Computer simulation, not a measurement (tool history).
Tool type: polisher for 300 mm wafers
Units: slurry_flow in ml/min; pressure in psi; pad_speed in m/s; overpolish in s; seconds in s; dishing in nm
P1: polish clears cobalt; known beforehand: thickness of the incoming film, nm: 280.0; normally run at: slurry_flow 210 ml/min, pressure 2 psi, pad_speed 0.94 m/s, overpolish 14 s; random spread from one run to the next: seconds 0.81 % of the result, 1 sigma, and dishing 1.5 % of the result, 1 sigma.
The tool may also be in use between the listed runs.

run  hour  slurry_flow  pressure  pad_speed  overpolish  wafers polished on this pad  hours since the slurry nozzle was cleaned  hours since the head pressure was calibrated  seconds  dishing
  1   3.8          210         2       0.94          14                          891                                      239.7                                         217.6   51.436   49.643
  2   9.9          290       1.5       0.94          14                          973                                      245.8                                         223.7   65.455   39.944
  3  14.8          210         2       0.94          14                         1038                                      250.7                                         228.6   50.327   48.444
  4  21.1          210         2       0.94           4                         1122                                        257                                         234.9   51.562   19.085
  5  26.4          265         2       0.94          14                         1193                                      262.3                                         240.2    50.03   48.205
  6    30          210         2       0.42          14                         1241                                      265.9                                         243.8   113.84   27.781
     32.2  -- slurry nozzle cleaned
  7  35.8          210         2       1.34          14                         1319                                        3.7                                         249.6   36.109   58.534
  8  39.1          210         2       0.94          14                         1363                                          7                                         252.9   52.023   47.888
  9  43.6          210         2       0.94          24                         1423                                       11.5                                         257.4   51.114   62.596
 10  49.4          210         2        1.3          25                         1501                                       17.3                                         263.2    37.15   66.483
 11    53          125         2       0.94          14                         1549                                       20.9                                         266.8    55.46   45.892
 12    57          210       0.9       0.94          14                         1603                                       24.9                                         270.8   113.68   27.731
 13  60.5          210         3       0.94          14                         1649                                       28.4                                         274.3   34.141   59.705
 14  66.1          210         2       0.94          14                         1724                                         34                                         279.9   51.335   48.279
 15  69.4          210         2       0.94          14                         1768                                       37.3                                         283.2   50.573   47.881
 16  73.3          210         2       0.94          14                         1821                                       41.2                                         287.1    52.03   48.089
 17  76.6          210         2       0.94          14                         1865                                       44.5                                         290.4   53.848   47.328
 18    82          210         2       0.94          14                         1937                                       49.9                                         295.8   53.986   46.401

Forecast run 19:
     84.3  -- head pressure recalibrated
 19    88          210         2       0.94          14                         2017                                       55.9                                           3.7        ?        ?

seconds: 54.556 s
dishing: 45.62 nm
